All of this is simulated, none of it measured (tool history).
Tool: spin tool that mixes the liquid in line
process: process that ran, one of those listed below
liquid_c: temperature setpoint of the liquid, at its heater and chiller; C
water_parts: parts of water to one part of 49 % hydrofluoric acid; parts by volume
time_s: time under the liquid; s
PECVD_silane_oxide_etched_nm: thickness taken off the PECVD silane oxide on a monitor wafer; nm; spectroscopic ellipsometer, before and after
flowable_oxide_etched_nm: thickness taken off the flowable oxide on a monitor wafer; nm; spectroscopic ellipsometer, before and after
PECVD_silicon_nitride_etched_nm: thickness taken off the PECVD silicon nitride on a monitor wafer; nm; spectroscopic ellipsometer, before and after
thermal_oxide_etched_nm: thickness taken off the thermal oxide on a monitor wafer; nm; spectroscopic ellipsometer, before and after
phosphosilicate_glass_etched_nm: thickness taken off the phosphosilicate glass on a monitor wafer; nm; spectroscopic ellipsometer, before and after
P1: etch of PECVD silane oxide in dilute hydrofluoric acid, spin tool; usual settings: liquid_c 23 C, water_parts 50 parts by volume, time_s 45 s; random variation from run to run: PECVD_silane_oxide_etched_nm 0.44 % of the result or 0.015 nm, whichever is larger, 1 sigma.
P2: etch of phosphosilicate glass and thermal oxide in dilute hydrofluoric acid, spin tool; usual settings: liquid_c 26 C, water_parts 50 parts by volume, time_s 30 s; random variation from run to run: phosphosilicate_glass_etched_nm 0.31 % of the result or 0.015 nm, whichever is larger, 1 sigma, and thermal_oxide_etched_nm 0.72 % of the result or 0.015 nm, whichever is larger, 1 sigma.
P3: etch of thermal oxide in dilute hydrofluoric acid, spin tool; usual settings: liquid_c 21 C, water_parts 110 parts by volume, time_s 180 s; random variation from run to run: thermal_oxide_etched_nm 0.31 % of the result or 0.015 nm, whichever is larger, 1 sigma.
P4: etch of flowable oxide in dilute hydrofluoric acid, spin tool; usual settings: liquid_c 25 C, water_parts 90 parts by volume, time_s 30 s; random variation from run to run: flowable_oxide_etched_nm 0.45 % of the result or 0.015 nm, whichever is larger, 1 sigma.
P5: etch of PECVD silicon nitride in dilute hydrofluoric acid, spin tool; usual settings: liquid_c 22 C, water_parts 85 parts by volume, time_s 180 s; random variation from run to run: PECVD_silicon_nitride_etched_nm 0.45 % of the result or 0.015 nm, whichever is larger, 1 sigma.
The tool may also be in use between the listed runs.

run,hour,process,liquid_c,water_parts,time_s,PECVD_silane_oxide_etched_nm,flowable_oxide_etched_nm,PECVD_silicon_nitride_etched_nm,thermal_oxide_etched_nm,phosphosilicate_glass_etched_nm
1,10.3,P1,23,50,45,46.169,,,,
2,17.6,P1,30.5,50,45,62.079,,,,
3,34.2,P4,25,90,30,,13.581,,,
4,41.6,P5,30,85,180,,,17.401,,
5,56.6,P3,27.5,110,180,,,,8.8033,
6,69.2,P5,22,85,180,,,10.347,,
7,77.5,P2,26,20,30,,,,8.2463,254.46
8,86.3,P4,31.5,90,30,,17.33,,,
9,101.1,P5,22,85,60,,,3.4788,,
10,117.6,P1,19.5,50,20,17.673,,,,
11,126.3,P4,25,55,30,,23.257,,,
12,133.7,P1,17,50,45,35.539,,,,
13,146.7,P3,21,110,180,,,,6.7538,
14,158.4,P1,23,50,15,15.51,,,,
# hour 167.4: hydrofluoric acid flow meter replaced
15,167.6,P1,23,50,85,86.933,,,,
16,178,P4,25,90,15,,6.8264,,,
17,194.1,P3,21,190,180,,,,3.6138,
18,204.5,P2,26,50,30,,,,3.2076,97.115
19,214.6,P1,23,50,45,46.275,,,,
20,229.9,P2,26,50,30,,,,3.1529,96.742
21,239.6,P1,23,50,45,46.057,,,,
22,248,P1,23,80,45,27.565,,,,
23,260.5,P1,23,50,45,46.203,,,,
24,277.4,P1,23,20,45,119,,,,
25,288.6,P3,21,110,15,,,,0.5592,
26,303.6,P2,17.5,50,30,,,,2.2667,67.981
27,317,P1,23,50,45,45.956,,,,
28,333.7,P3,21,110,180,,,,6.7993,
29,345.4,P5,22,145,180,,,6.0945,,
30,355,P2,26,50,50,,,,5.2514,163.44
31,365,P4,25,90,30,,13.557,,,
32,378.3,P1,23,50,45,46.318,,,,
33,388.5,P1,23,50,45,47.94,,,,
34,400.9,P1,23,50,45,48.232,,,,
35,410.2,P1,23,50,45,49.077,,,,
36,421.9,P1,23,50,45,49.131,,,,
37,434.7,P1,23,50,45,49.449,,,,
38,447.4,P1,23,50,45,48.881,,,,

What P1 gives has crept away from where it was. These 2 causes fit the log equally well, each at the size given:
A: liquid hotter than its thermometer reads (K) = 1.71
B: hydrofluoric acid flow above the setpoint (%) = 6.85
The creep began at about hour 378.3.

4 check runs are offered, one wafer each, their results left as question marks. Which one tells the causes apart?
check 1,460.1,P3,21,110,180,,,,?,
check 2,460.1,P2,26,50,30,,,,?,?
check 3,460.1,P5,22,85,180,,,?,,
check 4,460.1,P4,25,90,30,,?,,,

What each check would give under each cause:
check,result,if A,if B
check 1,thermal_oxide_etched_nm,7.2922,7.3333
check 2,thermal_oxide_etched_nm,3.4001,3.407
check 2,phosphosilicate_glass_etched_nm,104.19,104.4
check 3,PECVD_silicon_nitride_etched_nm,11.601,11.041
check 4,flowable_oxide_etched_nm,14.537,14.632
How far apart the two closest causes lie, in the result that separates them most: check 1 0.56 %; check 2 0.2 %; check 3 4.95 %; check 4 0.65 %
Only check 3 tells the causes apart: in the others they would give nearly the same result.

Then check 3 was run and gave: PECVD_silicon_nitride_etched_nm 11.046 nm. Which cause is it?

It is B: hydrofluoric acid flow above the setpoint (%).
